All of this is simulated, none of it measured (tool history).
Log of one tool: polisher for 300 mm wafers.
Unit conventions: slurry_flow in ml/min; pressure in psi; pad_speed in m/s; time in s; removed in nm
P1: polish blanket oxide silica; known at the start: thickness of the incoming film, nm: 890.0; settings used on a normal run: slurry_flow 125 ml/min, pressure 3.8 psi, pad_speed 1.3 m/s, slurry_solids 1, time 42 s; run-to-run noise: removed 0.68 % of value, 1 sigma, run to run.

run   hour  slurry_flow  pressure  pad_speed  slurry_solids  time  removed
  1    8.1          125       3.8        1.3              1    42   129.66
  2   17.2           75       3.8        1.3              1    42   114.58
  3   24.5          125       3.8        1.3              1    42   129.97
  4   32.7          165       3.8        1.3              1    42   137.17
  5   41.1          125       3.8       0.78              1    42   86.775
  6   46.9          125       3.8        1.3              1    42    131.4
  7   55.8          125       3.8        1.3            1.5    42   153.14
        57  -- head pressure recalibrated
  8   60.2          165       3.8       1.78              1    42   176.41
  9   64.2          125       3.8       1.72              1    42   163.01
 10     72          125       3.8        1.3              1    42   132.36
 11   80.4          125       2.4       1.66              1    42   100.02
 12   88.8          125       5.8        1.3              1    42   202.42
 13     93          125       3.8        1.3              1    31   94.846
 14   99.3          125       3.8        1.3              1    42   130.85
 15  105.9          125       2.3        1.3              1    42   78.691
 16  110.5          125       3.8        1.3            0.5    42   88.638
 17  117.2          125       3.8        1.3              1    42   130.83
 18  123.5          125       2.7       0.64              1    42   52.745
 19  127.5          125       3.8        1.3              1    64   199.74
 20    135          125       3.8        1.3              1    42   130.15
 21  141.3          125       3.8        1.3              1    42   127.57
 22  149.2          125       3.8        1.3              1    42   125.07
 23  153.2          125       3.8        1.3              1    42   123.21
 24  161.7          125       3.8        1.3              1    42   121.48

Predict the results of run 25:
 25  168.2          125       3.8        1.3              1    42        ?

removed: 119.29 nm
